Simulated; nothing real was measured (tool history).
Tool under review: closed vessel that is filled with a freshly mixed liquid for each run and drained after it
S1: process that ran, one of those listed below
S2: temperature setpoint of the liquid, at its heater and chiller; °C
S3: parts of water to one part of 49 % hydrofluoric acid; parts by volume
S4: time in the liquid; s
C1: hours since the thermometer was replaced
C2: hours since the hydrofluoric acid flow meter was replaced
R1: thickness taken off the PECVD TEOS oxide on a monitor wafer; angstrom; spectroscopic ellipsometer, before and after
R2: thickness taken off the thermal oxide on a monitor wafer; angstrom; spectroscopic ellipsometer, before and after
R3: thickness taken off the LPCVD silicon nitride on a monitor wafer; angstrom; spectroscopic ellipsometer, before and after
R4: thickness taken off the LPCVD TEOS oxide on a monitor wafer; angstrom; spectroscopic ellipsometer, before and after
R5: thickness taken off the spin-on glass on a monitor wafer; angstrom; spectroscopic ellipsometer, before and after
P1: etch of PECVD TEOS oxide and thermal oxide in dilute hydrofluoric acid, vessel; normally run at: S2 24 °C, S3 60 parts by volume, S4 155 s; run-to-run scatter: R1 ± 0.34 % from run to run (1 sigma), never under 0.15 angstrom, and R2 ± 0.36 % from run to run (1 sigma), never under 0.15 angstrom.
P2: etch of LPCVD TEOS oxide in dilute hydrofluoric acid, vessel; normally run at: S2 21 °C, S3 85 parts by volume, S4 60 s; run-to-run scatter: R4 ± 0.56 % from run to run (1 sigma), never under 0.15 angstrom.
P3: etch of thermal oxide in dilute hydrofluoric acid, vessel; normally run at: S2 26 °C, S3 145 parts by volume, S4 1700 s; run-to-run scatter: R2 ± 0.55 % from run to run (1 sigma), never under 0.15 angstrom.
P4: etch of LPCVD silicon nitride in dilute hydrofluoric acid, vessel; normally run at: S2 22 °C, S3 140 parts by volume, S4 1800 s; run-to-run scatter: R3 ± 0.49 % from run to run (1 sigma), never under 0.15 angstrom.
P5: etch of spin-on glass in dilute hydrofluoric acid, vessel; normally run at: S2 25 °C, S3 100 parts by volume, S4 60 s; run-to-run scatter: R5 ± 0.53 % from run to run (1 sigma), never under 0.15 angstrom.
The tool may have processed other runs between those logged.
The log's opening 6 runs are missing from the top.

| run | hour | S1 | S2 | S3 | S4 | C1 | C2 | R1 | R2 | R3 | R4 | R5 |
|---|---|---|---|---|---|---|---|---|---|---|---|---|
| 7 | 61.8 | P3 | 17.5 | 145 | 1700 | 277.5 | 1141.8 |  | 394.66 |  |  |  |
| 8 | 73 | P3 | 26 | 145 | 1700 | 288.7 | 1153 |  | 557.35 |  |  |  |
| 9 | 80.9 | P1 | 24 | 90 | 155 | 296.6 | 1160.9 | 210.84 | 82.941 |  |  |  |
| 10 | 89.3 | P3 | 26 | 145 | 2850 | 305 | 1169.3 |  | 933.08 |  |  |  |
| 11 | 99.1 | P5 | 25 | 100 | 115 | 314.8 | 1179.1 |  |  |  |  | 251.39 |
| 12 | 110 | P1 | 24 | 60 | 155 | 325.7 | 1190 | 330.03 | 129.1 |  |  |  |
| 13 | 121 | P1 | 24 | 20 | 155 | 336.7 | 1201 | 1040 | 408.48 |  |  |  |
| 14 | 126.5 | P2 | 21 | 85 | 60 | 342.2 | 1206.5 |  |  |  | 131.44 |  |
| 15 | 132.4 | P5 | 25 | 100 | 60 | 348.1 | 1212.4 |  |  |  |  | 131.37 |
| 16 | 141.1 | P4 | 22 | 140 | 1800 | 356.8 | 1221.1 |  |  | 48.222 |  |  |
| 17 | 149.3 | P1 | 28.5 | 60 | 155 | 365 | 1229.3 | 396.24 | 154.84 |  |  |  |
| 18 | 159.9 | P2 | 21 | 85 | 30 | 375.6 | 1239.9 |  |  |  | 65.552 |  |
| 19 | 172.1 | P4 | 22 | 140 | 3445 | 387.8 | 1252.1 |  |  | 92.424 |  |  |
| 20 | 183.2 | P5 | 25 | 175 | 60 | 398.9 | 1263.2 |  |  |  |  | 68.439 |
| 21 | 192.5 | P3 | 26 | 40 | 1700 | 408.2 | 1272.5 |  | 2306.4 |  |  |  |
| 22 | 199.9 | P1 | 24 | 60 | 230 | 415.6 | 1279.9 | 491.46 | 191.32 |  |  |  |

Estimate the outcome of run 23 from the log above:
| 23 | 206.5 | P5 | 31.5 | 100 | 60 | 422.2 | 1286.5 |  |  |  |  | ? |

For run 23 the tool returned R5 167.28 angstrom.

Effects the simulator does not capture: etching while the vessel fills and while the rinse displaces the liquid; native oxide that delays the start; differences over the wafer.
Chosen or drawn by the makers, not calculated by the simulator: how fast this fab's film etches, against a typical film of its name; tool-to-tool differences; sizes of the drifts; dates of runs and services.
